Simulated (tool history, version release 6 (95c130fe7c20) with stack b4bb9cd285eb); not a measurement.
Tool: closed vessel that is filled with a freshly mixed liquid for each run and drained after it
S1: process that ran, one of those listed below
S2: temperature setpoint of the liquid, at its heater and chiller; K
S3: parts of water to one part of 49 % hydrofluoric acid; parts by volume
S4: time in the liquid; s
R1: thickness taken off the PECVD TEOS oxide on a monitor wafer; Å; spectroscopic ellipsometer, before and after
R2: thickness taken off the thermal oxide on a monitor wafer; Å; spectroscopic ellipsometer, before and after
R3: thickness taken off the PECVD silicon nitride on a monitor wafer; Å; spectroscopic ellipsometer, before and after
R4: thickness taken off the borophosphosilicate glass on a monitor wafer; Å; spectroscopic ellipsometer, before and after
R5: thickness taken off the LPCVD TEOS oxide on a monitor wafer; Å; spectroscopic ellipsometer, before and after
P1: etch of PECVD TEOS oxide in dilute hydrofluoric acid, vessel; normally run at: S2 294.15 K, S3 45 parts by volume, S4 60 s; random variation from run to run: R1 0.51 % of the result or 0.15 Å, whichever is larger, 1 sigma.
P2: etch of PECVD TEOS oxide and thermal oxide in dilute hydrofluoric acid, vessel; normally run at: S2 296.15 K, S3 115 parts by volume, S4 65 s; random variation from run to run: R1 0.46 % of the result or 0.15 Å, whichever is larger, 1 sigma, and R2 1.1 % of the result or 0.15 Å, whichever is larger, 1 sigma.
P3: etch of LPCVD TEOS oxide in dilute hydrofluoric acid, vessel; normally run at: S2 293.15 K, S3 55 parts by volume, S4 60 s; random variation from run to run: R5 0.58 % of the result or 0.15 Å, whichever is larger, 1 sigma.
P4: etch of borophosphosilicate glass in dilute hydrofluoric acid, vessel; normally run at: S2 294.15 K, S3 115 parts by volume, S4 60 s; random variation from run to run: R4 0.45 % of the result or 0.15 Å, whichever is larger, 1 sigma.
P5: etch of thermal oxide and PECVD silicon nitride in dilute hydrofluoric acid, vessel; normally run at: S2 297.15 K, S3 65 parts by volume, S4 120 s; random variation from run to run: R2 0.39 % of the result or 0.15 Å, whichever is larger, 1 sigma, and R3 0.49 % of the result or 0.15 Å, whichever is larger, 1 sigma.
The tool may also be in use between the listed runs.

run,hour,S1,S2,S3,S4,R1,R2,R3,R4,R5
1,9.7,P1,294.15,45,60,340.03,,,,
2,17.1,P2,296.15,115,100,100.34,39.825,,,
3,25.2,P1,301.65,30,60,707.75,,,,
4,30.8,P5,297.15,40,120,,151.49,90.061,,
5,35.2,P2,296.15,35,65,235.01,92.872,,,
6,40.2,P1,294.15,45,60,337.91,,,,
7,46.6,P1,299.65,45,90,640.22,,,,
8,54.9,P4,290.15,115,60,,,,109.43,
9,64.8,P2,290.15,115,65,50.7,20.306,,,
10,73.8,P3,293.15,20,60,,,,,1616.7
11,83.2,P1,294.15,45,60,338.16,,,,
12,91.3,P1,294.15,70,60,211.48,,,,
13,97.8,P1,294.15,45,30,170.97,,,,
14,103.3,P4,294.15,115,30,,,,65.545,
15,112.3,P3,300.15,55,60,,,,,749.77
16,118.5,P4,294.15,50,60,,,,323.06,
17,127.5,P1,290.15,45,60,285.48,,,,
18,133.8,P1,294.15,45,60,340.1,,,,
19,140.5,P4,294.15,115,60,,,,130.48,
# hour 145.5: thermometer replaced
20,148.2,P3,293.15,55,35,,,,,323.49
21,153.3,P1,294.15,20,60,785.63,,,,
22,159.6,P3,293.15,55,60,,,,,560.83
23,165.2,P1,294.15,45,60,338.7,,,,
24,170.1,P5,291.15,65,120,,69.863,37.054,,
25,177.3,P1,301.65,45,60,458.03,,,,
26,182.1,P1,294.15,45,115,647.5,,,,
27,191.3,P2,296.15,115,65,64.877,25.653,,,
28,196.7,P5,297.15,65,120,,89.995,55.266,,
29,204.9,P1,294.15,45,60,337.24,,,,
30,213.2,P5,297.15,65,205,,152.59,95.698,,
31,220.2,P1,294.15,45,60,339.12,,,,
32,229.9,P1,294.15,45,60,329.57,,,,

Run 33 comes next. What will it give?
33,236.1,P1,294.15,45,60,?,,,,

R1: 327.1 Å
